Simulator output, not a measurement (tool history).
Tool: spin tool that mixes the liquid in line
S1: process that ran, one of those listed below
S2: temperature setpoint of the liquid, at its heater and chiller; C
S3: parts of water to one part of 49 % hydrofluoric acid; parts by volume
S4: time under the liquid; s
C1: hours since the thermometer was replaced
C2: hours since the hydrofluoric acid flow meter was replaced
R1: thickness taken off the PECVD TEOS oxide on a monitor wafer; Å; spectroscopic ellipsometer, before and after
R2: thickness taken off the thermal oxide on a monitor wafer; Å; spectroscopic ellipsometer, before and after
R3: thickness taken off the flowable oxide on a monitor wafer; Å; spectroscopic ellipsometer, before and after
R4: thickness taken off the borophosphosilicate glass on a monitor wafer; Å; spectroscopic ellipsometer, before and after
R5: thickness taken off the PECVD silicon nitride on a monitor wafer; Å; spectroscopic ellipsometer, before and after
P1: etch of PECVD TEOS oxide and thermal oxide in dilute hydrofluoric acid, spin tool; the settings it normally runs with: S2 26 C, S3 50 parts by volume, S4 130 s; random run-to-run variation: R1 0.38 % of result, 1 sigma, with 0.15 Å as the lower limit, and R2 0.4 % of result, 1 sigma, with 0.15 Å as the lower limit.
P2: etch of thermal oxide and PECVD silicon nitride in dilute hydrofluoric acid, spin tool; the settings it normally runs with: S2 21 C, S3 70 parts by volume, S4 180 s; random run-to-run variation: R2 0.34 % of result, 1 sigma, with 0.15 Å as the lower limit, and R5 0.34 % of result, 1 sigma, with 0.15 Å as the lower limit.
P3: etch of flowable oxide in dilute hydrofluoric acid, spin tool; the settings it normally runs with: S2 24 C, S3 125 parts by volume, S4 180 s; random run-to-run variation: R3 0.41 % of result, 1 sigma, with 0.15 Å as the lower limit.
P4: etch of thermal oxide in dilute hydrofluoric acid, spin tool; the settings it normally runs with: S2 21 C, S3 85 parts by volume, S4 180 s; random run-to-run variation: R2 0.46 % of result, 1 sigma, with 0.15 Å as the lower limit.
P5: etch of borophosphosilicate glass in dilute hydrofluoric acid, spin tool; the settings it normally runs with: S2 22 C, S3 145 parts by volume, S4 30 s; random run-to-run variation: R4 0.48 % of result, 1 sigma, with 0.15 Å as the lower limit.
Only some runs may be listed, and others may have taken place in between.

Run 1, hour 12.1: S1 P1, S2 26 C, S3 50 parts by volume, S4 130 s; C1 123.8; C2 571.4. Result: R1 367.65 Å, R2 145.14 Å.
Run 2, hour 20.1: S1 P3, S2 24 C, S3 65 parts by volume, S4 180 s; C1 131.8; C2 579.4. Result: R3 857.83 Å.
Run 3, hour 27.9: S1 P1, S2 22.5 C, S3 50 parts by volume, S4 130 s; C1 139.6; C2 587.2. Result: R1 320.04 Å, R2 126.35 Å.
Run 4, hour 43.4: S1 P1, S2 26 C, S3 50 parts by volume, S4 130 s; C1 155.1; C2 602.7. Result: R1 368.34 Å, R2 144.98 Å.
Run 5, hour 53.4: S1 P4, S2 28.5 C, S3 85 parts by volume, S4 180 s; C1 165.1; C2 612.7. Result: R2 117.54 Å.
Run 6, hour 63.1: S1 P1, S2 26 C, S3 50 parts by volume, S4 220 s; C1 174.8; C2 622.4. Result: R1 627.7 Å, R2 244.86 Å.
Run 7, hour 73: S1 P4, S2 21 C, S3 85 parts by volume, S4 180 s; C1 184.7; C2 632.3. Result: R2 86.495 Å.
Run 8, hour 86.5: S1 P1, S2 26 C, S3 50 parts by volume, S4 130 s; C1 198.2; C2 645.8. Result: R1 371.37 Å, R2 143.78 Å.
Run 9, hour 95.2: S1 P5, S2 22 C, S3 145 parts by volume, S4 15 s; C1 206.9; C2 654.5. Result: R4 43.243 Å.
Run 10, hour 103.4: S1 P5, S2 22 C, S3 225 parts by volume, S4 30 s; C1 215.1; C2 662.7. Result: R4 51.72 Å.
Run 11, hour 110.9: S1 P4, S2 21 C, S3 125 parts by volume, S4 180 s; C1 222.6; C2 670.2. Result: R2 57.07 Å.
Run 12, hour 121.2: S1 P2, S2 21 C, S3 70 parts by volume, S4 180 s; C1 232.9; C2 680.5. Result: R2 113.6 Å, R5 104.55 Å.
Run 13, hour 134.9: S1 P1, S2 26 C, S3 20 parts by volume, S4 130 s; C1 246.6; C2 694.2. Result: R1 970.52 Å, R2 380.9 Å.
Run 14, hour 144.1: S1 P5, S2 27 C, S3 145 parts by volume, S4 30 s; C1 255.8; C2 703.4. Result: R4 105.33 Å.
Run 15, hour 157.1: S1 P2, S2 21 C, S3 20 parts by volume, S4 180 s; C1 268.8; C2 716.4. Result: R2 423.73 Å, R5 347.85 Å.
Run 16, hour 167.7: S1 P2, S2 21 C, S3 70 parts by volume, S4 300 s; C1 279.4; C2 727. Result: R2 190.45 Å, R5 171.81 Å.
Run 17, hour 176.8: S1 P1, S2 26 C, S3 20 parts by volume, S4 215 s; C1 288.5; C2 736.1. Result: R1 1601.8 Å, R2 626.92 Å.
Run 18, hour 192.2: S1 P3, S2 24 C, S3 125 parts by volume, S4 180 s; C1 303.9; C2 751.5. Result: R3 414.05 Å.
Run 19, hour 207.6: S1 P1, S2 31.5 C, S3 50 parts by volume, S4 130 s; C1 319.3; C2 766.9. Result: R1 463.59 Å, R2 180.09 Å.
Run 20, hour 215.6: S1 P3, S2 30.5 C, S3 125 parts by volume, S4 180 s; C1 327.3; C2 774.9. Result: R3 531.73 Å.
Run 21, hour 229.3: S1 P4, S2 21 C, S3 85 parts by volume, S4 180 s; C1 341; C2 788.6. Result: R2 86.661 Å.
Run 22, hour 240.4: S1 P2, S2 21 C, S3 70 parts by volume, S4 180 s; C1 352.1; C2 799.7. Result: R2 114.31 Å, R5 103.87 Å.
At hour 256.1: thermometer replaced.
Run 23, hour 256.4: S1 P4, S2 21 C, S3 85 parts by volume, S4 340 s; C1 0.3; C2 815.7. Result: R2 163.35 Å.
Run 24, hour 269.8: S1 P2, S2 28 C, S3 70 parts by volume, S4 180 s; C1 13.7; C2 829.1. Result: R2 151.36 Å, R5 165.95 Å.
Run 25, hour 282.9: S1 P3, S2 24 C, S3 125 parts by volume, S4 15 s; C1 26.8; C2 842.2. Result: R3 34.663 Å.
Run 26, hour 294.5: S1 P1, S2 26 C, S3 50 parts by volume, S4 130 s; C1 38.4; C2 853.8. Result: R1 370.18 Å, R2 144.55 Å.
Run 27, hour 309.4: S1 P1, S2 26 C, S3 50 parts by volume, S4 130 s; C1 53.3; C2 868.7. Result: R1 371.06 Å, R2 145.57 Å.
Run 28, hour 316.6: S1 P1, S2 26 C, S3 80 parts by volume, S4 130 s; C1 60.5; C2 875.9. Result: R1 220.94 Å, R2 87.057 Å.
Run 29, hour 329.1: S1 P1, S2 26 C, S3 50 parts by volume, S4 35 s; C1 73; C2 888.4. Result: R1 99.67 Å, R2 38.859 Å.
Run 30, hour 338.7: S1 P3, S2 24 C, S3 125 parts by volume, S4 180 s; C1 82.6; C2 898. Result: R3 413.88 Å.
Run 31, hour 350.9: S1 P5, S2 22 C, S3 145 parts by volume, S4 30 s; C1 94.8; C2 910.2. Result: R4 86.327 Å.
Run 32, hour 366.5: S1 P1, S2 26 C, S3 50 parts by volume, S4 130 s; C1 110.4; C2 925.8. Result: R1 371.29 Å, R2 144.57 Å.
Run 33, hour 380.5: S1 P1, S2 26 C, S3 50 parts by volume, S4 130 s; C1 124.4; C2 939.8. Result: R1 359.94 Å, R2 140.32 Å.
Run 34, hour 389.7: S1 P1, S2 26 C, S3 50 parts by volume, S4 130 s; C1 133.6; C2 949. Result: R1 351.27 Å, R2 137.84 Å.
Run 35, hour 400.5: S1 P1, S2 26 C, S3 50 parts by volume, S4 130 s; C1 144.4; C2 959.8. Result: R1 346.71 Å, R2 136.38 Å.
Run 36, hour 414.1: S1 P1, S2 26 C, S3 50 parts by volume, S4 130 s; C1 158; C2 973.4. Result: R1 346.42 Å, R2 134.15 Å.
Run 37, hour 422.8: S1 P1, S2 26 C, S3 50 parts by volume, S4 130 s; C1 166.7; C2 982.1. Result: R1 341.12 Å, R2 134.49 Å.
Run 38, hour 430.8: S1 P1, S2 26 C, S3 50 parts by volume, S4 130 s; C1 174.7; C2 990.1. Result: R1 341.63 Å, R2 133.94 Å.
Run 39, hour 445.8: S1 P1, S2 26 C, S3 50 parts by volume, S4 130 s; C1 189.7; C2 1005.1. Result: R1 341.8 Å, R2 132.75 Å.
Run 40, hour 456.8: S1 P1, S2 26 C, S3 50 parts by volume, S4 130 s; C1 200.7; C2 1016.1. Result: R1 338.98 Å, R2 133.12 Å.
Run 41, hour 465.5: S1 P1, S2 26 C, S3 50 parts by volume, S4 130 s; C1 209.4; C2 1024.8. Result: R1 340.44 Å, R2 132.57 Å.
Run 42, hour 479.7: S1 P1, S2 26 C, S3 50 parts by volume, S4 130 s; C1 223.6; C2 1039. Result: R1 338.33 Å, R2 132.61 Å.
Run 43, hour 490: S1 P1, S2 26 C, S3 50 parts by volume, S4 130 s; C1 233.9; C2 1049.3. Result: R1 335.8 Å, R2 132.33 Å.

P1 no longer gives what it gave before; its output has crept away from where it was. The following 2 causes, each at its listed size, fit the log equally well:
A: hydrofluoric acid flow below the setpoint (%) = 8.1
B: liquid colder than its thermometer reads (K) = 2.22
The onset of the drift is placed at about hour 366.5.

Listed below are the offered check runs, one wafer per run, with question marks in place of results. For which of them would the causes give clearly different outcomes?
Run check 1, hour 500.3: S1 P2, S2 21 C, S3 70 parts by volume, S4 180 s. Result: R2 ?, R5 ?.
Run check 2, hour 500.3: S1 P5, S2 22 C, S3 145 parts by volume, S4 30 s. Result: R4 ?.
Run check 3, hour 500.3: S1 P4, S2 21 C, S3 85 parts by volume, S4 180 s. Result: R2 ?.
Run check 4, hour 500.3: S1 P3, S2 24 C, S3 125 parts by volume, S4 180 s. Result: R3 ?.

Check results expected under each cause:
  check  result    if A    if B
check 1      R2  103.83   103.7
check 1      R5   95.66  89.148
check 2      R4  78.664  79.498
check 3      R2  79.183  79.262
check 4      R3   377.1  380.94
Per check, the gap between the least separated pair of causes, taken in the result that splits them most: check 1 7.05 %; check 2 1.05 %; check 3 0.1 %; check 4 1.01 %
Check 1 distinguishes between the causes, while the remaining checks would return nearly the same result for all of them.

Check 1 was then run and gave: R2 103.94 Å; R5 89.437 Å. Which cause is it?

The correct cause is B, namely: liquid colder than its thermometer reads (K).
